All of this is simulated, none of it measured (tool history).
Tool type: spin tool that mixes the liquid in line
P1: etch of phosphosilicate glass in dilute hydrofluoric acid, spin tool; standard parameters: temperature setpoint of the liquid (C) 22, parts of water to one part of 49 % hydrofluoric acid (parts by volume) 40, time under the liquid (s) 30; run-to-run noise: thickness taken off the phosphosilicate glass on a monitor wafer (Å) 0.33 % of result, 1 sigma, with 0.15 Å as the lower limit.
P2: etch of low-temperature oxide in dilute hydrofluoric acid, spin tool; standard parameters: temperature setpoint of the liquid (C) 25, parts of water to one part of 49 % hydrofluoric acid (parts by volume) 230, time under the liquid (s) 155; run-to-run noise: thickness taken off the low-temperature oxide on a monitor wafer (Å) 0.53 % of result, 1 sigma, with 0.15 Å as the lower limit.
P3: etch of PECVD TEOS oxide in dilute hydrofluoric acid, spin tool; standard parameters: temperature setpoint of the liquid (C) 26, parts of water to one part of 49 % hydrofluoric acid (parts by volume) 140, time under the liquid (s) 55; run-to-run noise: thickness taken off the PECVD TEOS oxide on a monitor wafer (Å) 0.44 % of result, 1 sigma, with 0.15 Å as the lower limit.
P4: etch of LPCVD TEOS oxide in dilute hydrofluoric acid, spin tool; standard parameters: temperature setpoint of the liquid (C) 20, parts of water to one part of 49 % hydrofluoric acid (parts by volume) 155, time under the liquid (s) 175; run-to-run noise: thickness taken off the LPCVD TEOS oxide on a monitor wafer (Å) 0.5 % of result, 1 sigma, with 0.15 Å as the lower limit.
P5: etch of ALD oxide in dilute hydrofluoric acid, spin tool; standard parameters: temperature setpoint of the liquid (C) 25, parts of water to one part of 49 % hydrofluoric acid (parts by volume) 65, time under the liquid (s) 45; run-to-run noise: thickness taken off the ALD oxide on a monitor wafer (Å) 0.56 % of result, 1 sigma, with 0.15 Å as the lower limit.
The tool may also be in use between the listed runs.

run	day	process that ran	temperature setpoint of the liquid (C)	parts of water to one part of 49 % hydrofluoric acid (parts by volume)	time under the liquid (s)	hours since the thermometer was replaced	hours since the hydrofluoric acid flow meter was replaced	thickness taken off the phosphosilicate glass on a monitor wafer (Å)	thickness taken off the PECVD TEOS oxide on a monitor wafer (Å)	thickness taken off the low-temperature oxide on a monitor wafer (Å)	thickness taken off the LPCVD TEOS oxide on a monitor wafer (Å)	thickness taken off the ALD oxide on a monitor wafer (Å)
1	0.604	P1	22	40	30	360.9	101.9	1274.6				
2	1.108	P3	26	140	55	373	114		114.78			
3	1.458	P2	18.5	230	155	381.4	122.4			97.842		
4	2.088	P1	22	20	30	396.5	137.5	2606				
5	2.792	P3	26	140	95	413.4	154.4		200.06			
6	3.471	P1	22	65	30	429.7	170.7	757.04				
7	4.2	P1	22	40	30	447.2	188.2	1269.8				
8	4.75	P2	25	230	50	460.4	201.4			40.338		
9	5.196	P3	26	140	55	471.1	212.1		115.18			
10	5.542	P1	29	40	15	479.4	220.4	843.21				
11	5.9	P4	20	35	175	488	229				1485.6	
# day 6.525: hydrofluoric acid flow meter replaced
12	6.571	P1	27	40	30	504.1	1.2	1554.3				
13	7.229	P2	25	400	155	519.9	17			60.815		
14	7.629	P1	22	40	30	529.5	26.6	1258.2				
15	8.192	P4	20	155	255	543	40.1				425.54	
16	8.638	P3	26	70	55	553.7	50.8		251.76			
17	9.067	P5	25	40	45	564	61.1					173.07
18	9.654	P5	30.5	65	45	578.1	75.2					128.27
19	10.392	P1	22	40	30	595.8	92.9	1263.7				
20	10.883	P5	25	65	15	607.6	104.7					34.323
21	11.483	P3	20	140	55	622	119.1		91.592			
# day 11.904: thermometer replaced
22	11.958	P1	22	40	15	1.4	130.5	632.27				
23	12.483	P2	25	230	155	14	143.1			125.48		
24	13.079	P1	22	40	30	28.3	157.4	1263.8				
25	13.45	P4	17	155	175	37.2	166.3				259.56	
26	14.183	P5	25	65	45	54.8	183.9					103.82
27	14.733	P1	22	40	55	68	197.1	2328.5				
28	15.321	P5	25	65	45	82.1	211.2					102.43
29	15.825	P1	22	40	30	94.2	223.3	1262.6				
30	16.538	P1	17	40	30	111.3	240.4	1025.5				
31	17.204	P4	20	155	175	127.3	256.4				291.87	
32	17.938	P1	22	40	30	144.9	274	1262.6				
33	18.512	P1	22	40	30	158.7	287.8	1321				
34	19.258	P1	22	40	30	176.6	305.7	1356.4				
35	19.925	P1	22	40	30	192.6	321.7	1371.2				
36	20.679	P1	22	40	30	210.7	339.8	1378.5				
37	21.138	P1	22	40	30	221.7	350.8	1385.2				
38	21.5	P1	22	40	30	230.4	359.5	1395.3				
39	22.142	P1	22	40	30	245.8	374.9	1386.5				

What P1 gives has crept off from where it sat before. The 2 causes that follow fit the log equally well, each at the size noted:
A: hydrofluoric acid flow above the setpoint (%) = 9.42
B: liquid hotter than its thermometer reads (K) = 2.26
At approximately day 17.938, the process output began to creep.

4 check runs are offered, one wafer each, their results left as question marks. Which one tells the causes apart?
check 1	22.783	P2	25	385	155					?		
check 2	22.783	P3	22	80	55				?			
check 3	22.783	P4	17	155	175						?	
check 4	22.783	P5	28	65	15							?

Expected result of each check under each candidate cause:
check	result	if A	if B
check 1	thickness taken off the low-temperature oxide on a monitor wafer (Å)	72.459	69.04
check 2	thickness taken off the PECVD TEOS oxide on a monitor wafer (Å)	204.47	203.07
check 3	thickness taken off the LPCVD TEOS oxide on a monitor wafer (Å)	287.07	283.76
check 4	thickness taken off the ALD oxide on a monitor wafer (Å)	42.673	42.246
Separation of the two closest causes in each check, using whichever result separates them best: check 1 4.83 %; check 2 0.69 %; check 3 1.16 %; check 4 1.01 %
Check 1 is the one run that separates the causes; every other check would come out nearly the same whichever cause is at work.

Check 1 was then run and gave: thickness taken off the low-temperature oxide on a monitor wafer (Å) 69.057. Which cause is it?

The cause is B: liquid hotter than its thermometer reads (K).

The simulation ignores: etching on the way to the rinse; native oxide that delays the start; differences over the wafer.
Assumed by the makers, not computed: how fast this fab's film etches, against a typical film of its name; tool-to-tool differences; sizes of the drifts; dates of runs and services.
